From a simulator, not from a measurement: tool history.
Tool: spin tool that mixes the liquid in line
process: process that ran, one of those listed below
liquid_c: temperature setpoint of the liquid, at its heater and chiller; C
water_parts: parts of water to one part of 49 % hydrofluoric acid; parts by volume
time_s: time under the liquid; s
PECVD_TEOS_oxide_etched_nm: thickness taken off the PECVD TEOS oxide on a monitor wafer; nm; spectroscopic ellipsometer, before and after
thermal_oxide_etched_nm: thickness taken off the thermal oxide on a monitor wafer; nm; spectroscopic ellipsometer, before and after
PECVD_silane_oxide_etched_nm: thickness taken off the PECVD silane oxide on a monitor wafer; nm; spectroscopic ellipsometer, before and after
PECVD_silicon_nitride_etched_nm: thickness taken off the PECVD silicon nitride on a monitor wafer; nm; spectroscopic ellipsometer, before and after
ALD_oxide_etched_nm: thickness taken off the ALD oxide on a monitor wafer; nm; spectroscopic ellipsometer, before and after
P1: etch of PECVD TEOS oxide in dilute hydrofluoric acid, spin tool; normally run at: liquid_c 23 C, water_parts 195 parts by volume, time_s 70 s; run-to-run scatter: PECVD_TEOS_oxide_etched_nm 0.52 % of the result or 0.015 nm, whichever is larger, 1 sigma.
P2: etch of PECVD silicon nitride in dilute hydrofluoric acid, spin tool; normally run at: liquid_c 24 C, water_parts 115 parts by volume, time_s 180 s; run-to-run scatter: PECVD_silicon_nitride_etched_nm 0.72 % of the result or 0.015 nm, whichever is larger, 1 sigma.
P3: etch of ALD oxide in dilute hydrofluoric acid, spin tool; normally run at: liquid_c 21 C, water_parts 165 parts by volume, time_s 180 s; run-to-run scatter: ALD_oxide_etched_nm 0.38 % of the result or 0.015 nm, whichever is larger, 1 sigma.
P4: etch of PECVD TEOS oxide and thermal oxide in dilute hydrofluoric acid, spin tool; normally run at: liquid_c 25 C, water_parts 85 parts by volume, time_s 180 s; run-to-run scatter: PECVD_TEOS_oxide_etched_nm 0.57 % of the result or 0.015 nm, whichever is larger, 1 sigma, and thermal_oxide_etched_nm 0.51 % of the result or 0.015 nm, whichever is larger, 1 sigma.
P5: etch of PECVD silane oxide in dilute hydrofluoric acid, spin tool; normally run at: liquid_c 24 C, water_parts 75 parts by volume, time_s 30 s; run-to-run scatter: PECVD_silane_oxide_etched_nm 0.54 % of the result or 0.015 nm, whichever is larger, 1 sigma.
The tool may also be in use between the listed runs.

run     day  process  liquid_c  water_parts  time_s  PECVD_TEOS_oxide_etched_nm  thermal_oxide_etched_nm  PECVD_silane_oxide_etched_nm  PECVD_silicon_nitride_etched_nm  ALD_oxide_etched_nm
  1   0.333       P1        23          195      70                      7.5861
  2   0.642       P1        28          195     105                      13.625
  3   0.996       P1        23          315      95                      5.6786
  4   1.275       P4        25           85     355                      87.274                   21.889
  5   1.629       P1        23          315      70                      4.1809
  6   1.833       P1        23          195      70                      7.5958
  7   2.104       P5        24           75      30                                                                              8.867
  8   2.471       P5        24           75      60                                                                              17.81
  9   2.704       P2        29          115     180                                                                                                              4.9636
 10   3.033       P2        24          115     180                                                                                                              3.5719
 11   3.217       P5        24          125      30                                                                             5.0062
 12   3.488       P1        23          195      70                      7.6607
 13   3.792       P3        29          165     180                                                                                                                                   31.964
 14   4.117       P3        21          165     275                                                                                                                                   36.451
 15   4.425       P1        23          195     125                       13.58
 16   4.762       P1        28          195      70                      9.1473
 17   5.029       P5        20           75      30                                                                             7.5014
 18   5.321       P1        23          195      70                      7.6198
 19   5.496       P2        24           60     180                                                                                                              6.8197
 20   5.758       P1        23          195      70                      7.5999
 21   6.117       P3        21          165     180                                                                                                                                   23.827
 22   6.346       P1        23          195      70                      7.6004
 23   6.642       P1        23          195      35                      3.7967
 24   6.958       P4        25          150     180                      23.246                   5.8829
 25     7.3       P2        24          115      25                                                                                                              0.5058
 26   7.521       P4        31           85     180                       56.14                    14.14
 27   7.712       P1        23           70      70                      24.505
 28   8.088       P4        25           85     180                      44.055                   11.189
 29   8.438       P3        21          230     180                                                                                                                                   16.051
 30   8.708       P1        27          115      70                      16.322
 31   9.046       P5        24           75      30                                                                             8.8924
 32   9.371       P1        19          195      70                      6.5783
 33   9.638       P1        23          195      70                      7.5833
 34  10.008       P1        23          195      70                      7.4025
 35  10.212       P1        23          195      70                      7.3102
 36  10.567       P1        23          195      70                      7.1511
 37  10.762       P1        23          195      70                      7.1667
 38  10.975       P1        23          195      70                      7.2065
 39  11.179       P1        23          195      70                         7.1
 40  11.396       P1        23          195      70                      7.0571
 41  11.729       P1        23          195      70                      7.0233

Forecast run 42:
 42  11.95       P1        23          195      70                           ?

{"run 42": {"PECVD_TEOS_oxide_etched_nm": 7.0892}}
